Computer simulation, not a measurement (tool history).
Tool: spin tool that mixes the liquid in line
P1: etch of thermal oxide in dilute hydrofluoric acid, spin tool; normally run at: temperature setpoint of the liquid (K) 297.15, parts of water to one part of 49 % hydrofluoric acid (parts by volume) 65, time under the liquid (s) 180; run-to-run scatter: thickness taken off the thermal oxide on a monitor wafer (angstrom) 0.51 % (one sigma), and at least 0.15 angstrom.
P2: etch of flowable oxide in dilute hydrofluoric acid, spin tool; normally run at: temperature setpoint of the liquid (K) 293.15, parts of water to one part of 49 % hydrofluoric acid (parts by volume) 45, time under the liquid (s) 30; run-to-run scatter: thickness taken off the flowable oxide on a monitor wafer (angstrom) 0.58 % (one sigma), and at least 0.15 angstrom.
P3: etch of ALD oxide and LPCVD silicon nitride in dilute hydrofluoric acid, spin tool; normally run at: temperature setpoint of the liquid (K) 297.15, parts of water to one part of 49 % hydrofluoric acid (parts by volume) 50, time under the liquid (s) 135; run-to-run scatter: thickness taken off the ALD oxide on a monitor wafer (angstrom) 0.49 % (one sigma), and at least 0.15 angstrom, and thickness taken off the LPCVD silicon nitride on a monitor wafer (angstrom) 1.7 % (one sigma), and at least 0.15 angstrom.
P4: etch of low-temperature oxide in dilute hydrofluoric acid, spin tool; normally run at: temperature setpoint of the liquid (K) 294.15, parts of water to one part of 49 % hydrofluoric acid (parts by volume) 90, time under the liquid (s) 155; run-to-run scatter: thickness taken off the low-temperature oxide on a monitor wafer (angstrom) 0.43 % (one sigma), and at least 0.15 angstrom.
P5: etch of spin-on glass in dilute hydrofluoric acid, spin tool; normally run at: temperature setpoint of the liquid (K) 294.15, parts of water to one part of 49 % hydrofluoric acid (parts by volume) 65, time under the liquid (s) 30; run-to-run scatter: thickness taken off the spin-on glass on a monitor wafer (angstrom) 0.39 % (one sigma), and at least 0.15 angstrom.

run,hour,process that ran,temperature setpoint of the liquid (K),parts of water to one part of 49 % hydrofluoric acid (parts by volume),time under the liquid (s),hours since the thermometer was replaced,hours since the hydrofluoric acid flow meter was replaced,thickness taken off the thermal oxide on a monitor wafer (angstrom),thickness taken off the spin-on glass on a monitor wafer (angstrom),thickness taken off the ALD oxide on a monitor wafer (angstrom),thickness taken off the LPCVD silicon nitride on a monitor wafer (angstrom),thickness taken off the flowable oxide on a monitor wafer (angstrom),thickness taken off the low-temperature oxide on a monitor wafer (angstrom)
1,3.5,P1,297.15,65,180,466.9,248.7,147.59,,,,,
2,6.3,P1,297.15,65,180,469.7,251.5,146.59,,,,,
3,9.7,P1,297.15,65,270,473.1,254.9,218.58,,,,,
4,12.3,P1,290.15,65,180,475.7,257.5,108.54,,,,,
5,14.3,P1,297.15,65,15,477.7,259.5,12.133,,,,,
6,17.9,P1,297.15,65,180,481.3,263.1,146.19,,,,,
7,20.1,P5,294.15,30,30,483.5,265.3,,380.42,,,,
8,23.2,P3,297.15,50,220,486.6,268.4,,,979.62,22.144,,
9,25.7,P3,297.15,80,135,489.1,270.9,,,362.61,8.5478,,
10,28.2,P2,293.15,45,45,491.6,273.4,,,,,429.03,
11,31.7,P2,293.15,45,30,495.1,276.9,,,,,286.37,
12,34.3,P1,297.15,65,180,497.7,279.5,145.48,,,,,
13,36.4,P1,297.15,95,180,499.8,281.6,96.407,,,,,
14,39,P5,302.15,65,30,502.4,284.2,,233.13,,,,
15,42.5,P3,297.15,50,135,505.9,287.7,,,600.94,13.811,,
16,45.1,P1,302.15,65,180,508.5,290.3,178.85,,,,,
17,47.7,P5,294.15,65,30,511.1,292.9,,167.94,,,,
18,51.8,P2,293.15,45,30,515.2,297,,,,,284.63,
19,55.1,P5,294.15,65,50,518.5,300.3,,281.94,,,,
20,57.5,P4,294.15,90,15,520.9,302.7,,,,,,26.817
21,60.8,P4,294.15,90,155,524.2,306,,,,,,277.67
22,64.4,P1,297.15,65,180,527.8,309.6,148.13,,,,,
23,67.7,P3,292.15,50,135,531.1,312.9,,,484.64,9.5357,,

Forecast run 24:
24,70.5,P5,294.15,65,30,533.9,315.7,,?,,,,

thickness taken off the spin-on glass on a monitor wafer (angstrom): 167.77

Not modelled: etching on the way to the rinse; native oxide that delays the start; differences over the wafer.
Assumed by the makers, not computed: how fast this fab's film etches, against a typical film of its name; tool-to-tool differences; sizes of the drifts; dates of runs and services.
